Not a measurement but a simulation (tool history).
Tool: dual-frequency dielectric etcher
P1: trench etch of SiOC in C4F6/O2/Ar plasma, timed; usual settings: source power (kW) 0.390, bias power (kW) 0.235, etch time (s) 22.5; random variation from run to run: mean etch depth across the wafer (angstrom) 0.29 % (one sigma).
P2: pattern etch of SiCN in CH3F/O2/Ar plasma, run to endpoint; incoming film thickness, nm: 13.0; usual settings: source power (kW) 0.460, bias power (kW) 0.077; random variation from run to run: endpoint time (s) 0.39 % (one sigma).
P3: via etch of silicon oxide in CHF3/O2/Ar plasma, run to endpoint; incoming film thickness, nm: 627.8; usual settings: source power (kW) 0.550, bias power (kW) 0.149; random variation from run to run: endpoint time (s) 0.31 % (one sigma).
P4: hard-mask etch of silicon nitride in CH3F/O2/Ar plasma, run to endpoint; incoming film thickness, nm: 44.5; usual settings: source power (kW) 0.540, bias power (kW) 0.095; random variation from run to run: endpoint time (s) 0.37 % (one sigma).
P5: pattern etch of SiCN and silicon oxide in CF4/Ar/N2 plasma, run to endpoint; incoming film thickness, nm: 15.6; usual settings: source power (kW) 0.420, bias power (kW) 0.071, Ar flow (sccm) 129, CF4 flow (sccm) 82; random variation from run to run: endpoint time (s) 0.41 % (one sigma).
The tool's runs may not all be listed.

| run | hour | process that ran | source power (kW) | bias power (kW) | etch time (s) | Ar flow (sccm) | CF4 flow (sccm) | hours since the last wet clean | hours since the last source power generator calibration | hours since the last bias power generator calibration | mean etch depth across the wafer (angstrom) | endpoint time (s) |
|---|---|---|---|---|---|---|---|---|---|---|---|---|
| 1 | 8.3 | P1 | 0.390 | 0.235 | 22.5 |  |  | 374.0 | 827.0 | 1255.9 | 488.64 |  |
| 2 | 13.9 | P4 | 0.540 | 0.117 |  |  |  | 379.6 | 832.6 | 1261.5 |  | 47.965 |
| 3 | 20.9 | P1 | 0.280 | 0.235 | 32.5 |  |  | 386.6 | 839.6 | 1268.5 | 620.63 |  |
| 4 | 28.4 | P4 | 0.540 | 0.095 |  |  |  | 394.1 | 847.1 | 1276.0 |  | 52.082 |
|  | 31.6 | bias power generator calibrated |
| 5 | 35.7 | P5 | 0.420 | 0.071 |  | 129 | 99 | 401.4 | 854.4 | 4.1 |  | 18.723 |
| 6 | 45.1 | P1 | 0.270 | 0.235 | 22.5 |  |  | 410.8 | 863.8 | 13.5 | 426.40 |  |
| 7 | 52.4 | P2 | 0.460 | 0.077 |  |  |  | 418.1 | 871.1 | 20.8 |  | 31.790 |
| 8 | 61.2 | P5 | 0.420 | 0.071 |  | 129 | 82 | 426.9 | 879.9 | 29.6 |  | 19.182 |
| 9 | 67.8 | P2 | 0.460 | 0.107 |  |  |  | 433.5 | 886.5 | 36.2 |  | 28.189 |
| 10 | 77.2 | P3 | 0.710 | 0.149 |  |  |  | 442.9 | 895.9 | 45.6 |  | 318.720 |
| 11 | 84.8 | P1 | 0.390 | 0.331 | 22.5 |  |  | 450.5 | 903.5 | 53.2 | 547.81 |  |
| 12 | 94.1 | P5 | 0.420 | 0.044 |  | 129 | 82 | 459.8 | 912.8 | 62.5 |  | 22.507 |
| 13 | 99.3 | P1 | 0.390 | 0.235 | 22.5 |  |  | 465.0 | 918.0 | 67.7 | 485.22 |  |
|  | 104.7 | wet clean of the chamber |
| 14 | 107.8 | P1 | 0.390 | 0.235 | 22.5 |  |  | 3.1 | 926.5 | 76.2 | 485.98 |  |
| 15 | 114.5 | P1 | 0.390 | 0.235 | 22.5 |  |  | 9.8 | 933.2 | 82.9 | 488.05 |  |
| 16 | 124.3 | P1 | 0.390 | 0.235 | 28.0 |  |  | 19.6 | 943.0 | 92.7 | 606.76 |  |
| 17 | 133.8 | P1 | 0.390 | 0.148 | 22.5 |  |  | 29.1 | 952.5 | 102.2 | 419.36 |  |
|  | 137.0 | source power generator calibrated |
| 18 | 139.4 | P1 | 0.550 | 0.235 | 22.5 |  |  | 34.7 | 2.4 | 107.8 | 557.53 |  |
| 19 | 147.2 | P1 | 0.390 | 0.235 | 22.5 |  |  | 42.5 | 10.2 | 115.6 | 489.45 |  |
| 20 | 154.5 | P1 | 0.390 | 0.235 | 22.5 |  |  | 49.8 | 17.5 | 122.9 | 486.28 |  |
| 21 | 159.8 | P1 | 0.390 | 0.235 | 22.5 |  |  | 55.1 | 22.8 | 128.2 | 488.46 |  |

The next listed run, before its measurement:
| 22 | 164.6 | P5 | 0.510 | 0.071 |  | 129 | 82 | 59.9 | 27.6 | 133.0 |  | ? |

Run 22 gave endpoint time (s) 16.347.
